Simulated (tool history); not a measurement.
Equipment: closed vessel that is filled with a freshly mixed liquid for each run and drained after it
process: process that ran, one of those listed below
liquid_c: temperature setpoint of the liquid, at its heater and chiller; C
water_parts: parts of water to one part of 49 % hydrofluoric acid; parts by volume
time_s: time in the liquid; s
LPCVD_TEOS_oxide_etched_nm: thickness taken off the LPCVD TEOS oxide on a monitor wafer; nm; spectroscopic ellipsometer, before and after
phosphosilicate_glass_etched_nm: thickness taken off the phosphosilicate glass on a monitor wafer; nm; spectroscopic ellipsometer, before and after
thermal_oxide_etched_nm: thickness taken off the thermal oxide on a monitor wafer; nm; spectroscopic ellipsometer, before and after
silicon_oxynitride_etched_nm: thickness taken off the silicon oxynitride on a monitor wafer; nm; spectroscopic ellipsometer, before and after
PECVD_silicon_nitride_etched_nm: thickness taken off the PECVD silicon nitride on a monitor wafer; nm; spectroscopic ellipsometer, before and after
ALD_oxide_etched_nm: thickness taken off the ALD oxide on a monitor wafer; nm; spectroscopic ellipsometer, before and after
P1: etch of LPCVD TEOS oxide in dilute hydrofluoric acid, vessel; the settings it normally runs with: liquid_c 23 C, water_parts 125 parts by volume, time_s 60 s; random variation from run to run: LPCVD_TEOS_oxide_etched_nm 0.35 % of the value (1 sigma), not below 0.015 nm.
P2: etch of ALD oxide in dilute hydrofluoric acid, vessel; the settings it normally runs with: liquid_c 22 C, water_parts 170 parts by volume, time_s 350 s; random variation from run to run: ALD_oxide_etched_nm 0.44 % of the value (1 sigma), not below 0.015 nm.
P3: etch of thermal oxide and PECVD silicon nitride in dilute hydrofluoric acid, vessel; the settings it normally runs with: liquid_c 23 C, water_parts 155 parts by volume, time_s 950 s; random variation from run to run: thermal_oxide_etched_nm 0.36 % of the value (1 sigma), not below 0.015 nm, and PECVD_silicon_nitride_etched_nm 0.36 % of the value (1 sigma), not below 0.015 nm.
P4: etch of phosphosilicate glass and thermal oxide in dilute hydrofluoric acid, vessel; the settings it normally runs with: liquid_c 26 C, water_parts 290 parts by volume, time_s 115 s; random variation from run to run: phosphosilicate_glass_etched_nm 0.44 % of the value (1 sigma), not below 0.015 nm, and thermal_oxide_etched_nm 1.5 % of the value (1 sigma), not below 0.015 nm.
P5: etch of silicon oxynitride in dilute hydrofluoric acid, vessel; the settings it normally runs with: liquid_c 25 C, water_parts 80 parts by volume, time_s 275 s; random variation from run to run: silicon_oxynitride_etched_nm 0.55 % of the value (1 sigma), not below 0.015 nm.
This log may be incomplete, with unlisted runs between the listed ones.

run   hour  process  liquid_c  water_parts  time_s  LPCVD_TEOS_oxide_etched_nm  phosphosilicate_glass_etched_nm  thermal_oxide_etched_nm  silicon_oxynitride_etched_nm  PECVD_silicon_nitride_etched_nm  ALD_oxide_etched_nm
  1    8.3       P1        23          125      60                       13.05
  2   18.1       P4        26          105     115                                                       132.92                   5.8458
  3   25.6       P5        25           80     275                                                                                                              5.4973
  4   38.8       P1      17.5          125      60                      10.429
  5   51.8       P1        23          125      60                      13.058
  6   58.4       P3        23          155    1800                                                                                49.752                                                         52.859
  7   67.4       P5        25           80      30                                                                                                             0.55923
  8   80.9       P1        23          170      60                      9.1693
  9   87.4       P5      32.5           80     275                                                                                                               7.776
 10  100.7       P1      31.5          125      60                      18.091
 11  110.4       P1        23           30     100                      102.36
 12  121.6       P2        22           65     350                                                                                                                                                                    75.511
 13  130.5       P3        23          155     950                                                                                26.107                                                         28.085
 14    141       P5        25           45     275                                                                                                              10.109
 15  150.9       P3        17          155     950                                                                                20.764                                                         18.702
 16  160.9       P1        23          125      60                       13.13
 17    173       P2        22          170     600                                                                                                                                                                    44.106
 18  186.6       P1        23          125      60                      13.064
 19  192.5       P1        23          125      60                      13.046
 20  202.1       P1        23          125     100                      21.766
 21  210.8       P2        22          170     350                                                                                                                                                                    25.589
 22  223.4       P3        23          155     950                                                                                26.337                                                         27.894
 23  231.9       P2        22          170     350                                                                                                                                                                    25.675
 24  244.7       P1        19          200      60                      6.4751
 25  257.9       P1        23          125      60                      13.128
 26  268.2       P1        23          125      30                       6.477
 27  275.4       P2      27.5          170     350                                                                                                                                                                    31.655
     286.2  -- thermometer replaced
 28  287.1       P4        26          290     115                                                       39.144                   1.7214
 29  293.2       P3        23          270     950                                                                                 13.33                                                         16.331
 30  303.6       P4        26          290      30                                                       10.186                  0.41413
 31    316       P1        23           60      60                      29.547

What does the tool deliver on the next run?
 32  325.9       P4      18.5          290     115                                                            ?                        ?

phosphosilicate_glass_etched_nm: 30.233 nm
thermal_oxide_etched_nm: 1.2991 nm

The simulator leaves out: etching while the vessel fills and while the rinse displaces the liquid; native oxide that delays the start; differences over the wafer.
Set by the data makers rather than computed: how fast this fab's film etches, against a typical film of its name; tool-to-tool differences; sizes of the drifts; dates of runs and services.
